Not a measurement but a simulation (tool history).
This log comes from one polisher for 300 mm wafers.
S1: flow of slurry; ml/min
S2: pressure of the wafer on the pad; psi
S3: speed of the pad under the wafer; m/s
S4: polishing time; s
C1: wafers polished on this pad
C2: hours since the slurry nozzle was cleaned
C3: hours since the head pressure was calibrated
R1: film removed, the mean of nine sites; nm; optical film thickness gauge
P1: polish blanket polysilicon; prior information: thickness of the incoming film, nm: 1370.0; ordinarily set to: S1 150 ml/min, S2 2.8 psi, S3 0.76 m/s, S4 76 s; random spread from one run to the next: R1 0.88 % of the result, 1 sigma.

Run 1, hour 10.6: S1 150 ml/min, S2 2.8 psi, S3 0.76 m/s, S4 76 s; C1 919; C2 327.2; C3 228.3. Result: R1 456.63 nm.
Run 2, hour 21.9: S1 150 ml/min, S2 3.5 psi, S3 0.76 m/s, S4 76 s; C1 1010; C2 338.5; C3 239.6. Result: R1 568.62 nm.
Run 3, hour 28.5: S1 150 ml/min, S2 2.8 psi, S3 0.76 m/s, S4 76 s; C1 1063; C2 345.1; C3 246.2. Result: R1 448.59 nm.
Run 4, hour 36.2: S1 150 ml/min, S2 2.8 psi, S3 0.76 m/s, S4 35 s; C1 1125; C2 352.8; C3 253.9. Result: R1 208.65 nm.
Run 5, hour 45.6: S1 215 ml/min, S2 2.8 psi, S3 0.44 m/s, S4 76 s; C1 1200; C2 362.2; C3 263.3. Result: R1 275.03 nm.
Run 6, hour 60.2: S1 230 ml/min, S2 2.8 psi, S3 0.76 m/s, S4 76 s; C1 1318; C2 376.8; C3 277.9. Result: R1 485.12 nm.
Run 7, hour 67.2: S1 150 ml/min, S2 2.8 psi, S3 1.14 m/s, S4 76 s; C1 1374; C2 383.8; C3 284.9. Result: R1 682.86 nm.
Run 8, hour 74.5: S1 150 ml/min, S2 2.8 psi, S3 0.76 m/s, S4 76 s; C1 1433; C2 391.1; C3 292.2. Result: R1 462.73 nm.
Run 9, hour 87: S1 105 ml/min, S2 2.8 psi, S3 0.58 m/s, S4 76 s; C1 1533; C2 403.6; C3 304.7. Result: R1 327.96 nm.
Run 10, hour 96.8: S1 150 ml/min, S2 1.3 psi, S3 0.76 m/s, S4 76 s; C1 1612; C2 413.4; C3 314.5. Result: R1 210.06 nm.
Run 11, hour 111.8: S1 95 ml/min, S2 2.8 psi, S3 0.76 m/s, S4 76 s; C1 1733; C2 428.4; C3 329.5. Result: R1 416.12 nm.
Run 12, hour 120.6: S1 150 ml/min, S2 2.8 psi, S3 0.46 m/s, S4 76 s; C1 1804; C2 437.2; C3 338.3. Result: R1 275.4 nm.
Run 13, hour 131.1: S1 150 ml/min, S2 2.8 psi, S3 0.76 m/s, S4 76 s; C1 1888; C2 447.7; C3 348.8. Result: R1 455.44 nm.
Run 14, hour 138.2: S1 150 ml/min, S2 2.8 psi, S3 0.76 m/s, S4 117 s; C1 1945; C2 454.8; C3 355.9. Result: R1 699.17 nm.
Run 15, hour 146.6: S1 150 ml/min, S2 2.8 psi, S3 0.38 m/s, S4 102 s; C1 2013; C2 463.2; C3 364.3. Result: R1 309.13 nm.
Run 16, hour 154.5: S1 150 ml/min, S2 2.8 psi, S3 0.76 m/s, S4 76 s; C1 2076; C2 471.1; C3 372.2. Result: R1 460.22 nm.
Run 17, hour 166.4: S1 150 ml/min, S2 2.8 psi, S3 0.76 m/s, S4 76 s; C1 2172; C2 483; C3 384.1. Result: R1 444.05 nm.
Run 18, hour 176.5: S1 150 ml/min, S2 2.8 psi, S3 0.76 m/s, S4 76 s; C1 2253; C2 493.1; C3 394.2. Result: R1 444.56 nm.
Run 19, hour 186.3: S1 150 ml/min, S2 2.8 psi, S3 0.76 m/s, S4 76 s; C1 2332; C2 502.9; C3 404. Result: R1 430.74 nm.
Run 20, hour 198.2: S1 150 ml/min, S2 2.8 psi, S3 0.76 m/s, S4 76 s; C1 2428; C2 514.8; C3 415.9. Result: R1 428.49 nm.
Run 21, hour 205.3: S1 150 ml/min, S2 2.8 psi, S3 0.76 m/s, S4 76 s; C1 2485; C2 521.9; C3 423. Result: R1 424.31 nm.
Run 22, hour 215.3: S1 150 ml/min, S2 2.8 psi, S3 0.76 m/s, S4 76 s; C1 2566; C2 531.9; C3 433. Result: R1 431.82 nm.
At hour 219.5: head pressure recalibrated.
Run 23, hour 227.3: S1 150 ml/min, S2 2.8 psi, S3 0.76 m/s, S4 76 s; C1 2662; C2 543.9; C3 7.9. Result: R1 427.34 nm.
Run 24, hour 234.6: S1 150 ml/min, S2 2.8 psi, S3 0.76 m/s, S4 76 s; C1 2721; C2 551.2; C3 15.2. Result: R1 425.89 nm.
Run 25, hour 247.6: S1 150 ml/min, S2 2.8 psi, S3 0.76 m/s, S4 76 s; C1 2826; C2 564.2; C3 28.2. Result: R1 420.83 nm.
Run 26, hour 260.3: S1 150 ml/min, S2 2.8 psi, S3 0.76 m/s, S4 76 s; C1 2928; C2 576.9; C3 40.9. Result: R1 422.64 nm.
Run 27, hour 273: S1 150 ml/min, S2 2.8 psi, S3 0.76 m/s, S4 76 s; C1 3030; C2 589.6; C3 53.6. Result: R1 421.89 nm.

What P1 gives has crept away from where it was. These 2 causes fit the log equally well, each at the size given:
A: slurry flow missing at the pad, % = 32.6
B: removal rate lost through wear of the pad, % = 7.8
Creep in the process output first set in at about hour 154.5.
Excluded causes, each with its reason:
head's pressure below its setpoint, %: serviced at hour 219.5, after the drift had started, without restoring the earlier output

The 4 check runs listed below each average the results of 3 wafers, and their outcomes are marked with question marks. Under which run would the listed causes produce clearly different results?
Run check 1, hour 285.7: S1 95 ml/min, S2 2.8 psi, S3 0.76 m/s, S4 36 s. Result: R1 ?.
Run check 2, hour 285.7: S1 150 ml/min, S2 1.3 psi, S3 0.76 m/s, S4 40 s. Result: R1 ?.
Run check 3, hour 285.7: S1 150 ml/min, S2 2.8 psi, S3 0.54 m/s, S4 76 s. Result: R1 ?.
Run check 4, hour 285.7: S1 150 ml/min, S2 2.8 psi, S3 0.76 m/s, S4 92 s. Result: R1 ?.

Outcome of each check run for each possible cause:
  check  result    if A    if B
check 1      R1  173.64  180.76
check 2      R1  102.73  102.74
check 3      R1  298.72  298.74
check 4      R1  508.93  508.97
Smallest distance between any two causes, each pair judged by its most separating result, in per cent: check 1 4.02 %; check 2 0.01 %; check 3 0.01 %; check 4 0.01 %
Check 1 tells the causes apart: in the others they would give nearly the same result.

Check 1 was then run and gave: R1 180.99 nm. Which cause is it?

It is B: removal rate lost through wear of the pad, %.
